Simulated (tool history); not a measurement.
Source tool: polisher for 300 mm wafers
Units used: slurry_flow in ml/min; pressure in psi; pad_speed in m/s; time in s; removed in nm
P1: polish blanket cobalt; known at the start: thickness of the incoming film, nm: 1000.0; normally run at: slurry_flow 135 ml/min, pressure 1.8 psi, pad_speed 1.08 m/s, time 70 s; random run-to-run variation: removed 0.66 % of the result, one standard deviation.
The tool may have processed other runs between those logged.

run,day,slurry_flow,pressure,pad_speed,time,wafers polished on this pad,hours since the slurry nozzle was cleaned,hours since the head pressure was calibrated,removed
1,0.550,135,1.8,1.08,70,840,210.4,503.1,373.38
2,0.992,135,2.7,1.08,70,967,221.0,513.7,553.44
3,1.675,135,1.8,1.08,70,1164,237.4,530.1,374.63
4,2.446,135,1.8,1.08,70,1386,255.9,548.6,372.20
5,2.875,135,1.8,1.08,70,1509,266.2,558.9,371.17
6,3.225,135,1.8,1.08,39,1610,274.6,567.3,207.18
7,3.654,135,1.8,0.48,70,1734,284.9,577.6,166.46
8,4.179,85,1.8,1.08,70,1885,297.5,590.2,337.41
9,4.546,135,1.8,1.08,70,1991,306.3,599.0,371.75
10,5.267,135,1.1,1.08,46,2198,323.6,616.3,148.57
11,5.917,135,1.8,1.08,101,2386,339.2,631.9,539.53
12,6.512,135,1.8,1.08,70,2557,353.5,646.2,373.65
13,7.012,135,1.3,1.08,70,2701,365.5,658.2,268.81
14,7.733,205,1.8,1.08,70,2909,382.8,675.5,400.36
15,8.212,135,1.8,1.08,70,3047,394.3,687.0,373.89
16,8.833,135,1.8,1.60,70,3226,409.2,701.9,551.23
17,9.333,90,1.8,1.08,51,3370,421.2,713.9,248.05
18,9.812,135,1.8,1.08,70,3508,432.7,725.4,374.08
19,10.342,135,1.8,1.08,70,3660,445.4,738.1,360.49
20,10.833,135,1.8,1.08,70,3802,457.2,749.9,356.90
21,11.346,135,1.8,1.08,70,3949,469.5,762.2,349.43
22,11.696,135,1.8,1.08,70,4050,477.9,770.6,345.09
23,12.096,135,1.8,1.08,70,4165,487.5,780.2,343.70
24,12.829,135,1.8,1.08,70,4376,505.1,797.8,343.79
25,13.267,135,1.8,1.08,70,4502,515.6,808.3,340.57
# day 13.325: head pressure recalibrated
26,13.950,135,1.8,1.08,70,4699,532.0,15.0,338.73

For run 27, what comes out?
27,14.333,135,1.8,1.08,70,4810,541.2,24.2,?

removed: 339.88 nm

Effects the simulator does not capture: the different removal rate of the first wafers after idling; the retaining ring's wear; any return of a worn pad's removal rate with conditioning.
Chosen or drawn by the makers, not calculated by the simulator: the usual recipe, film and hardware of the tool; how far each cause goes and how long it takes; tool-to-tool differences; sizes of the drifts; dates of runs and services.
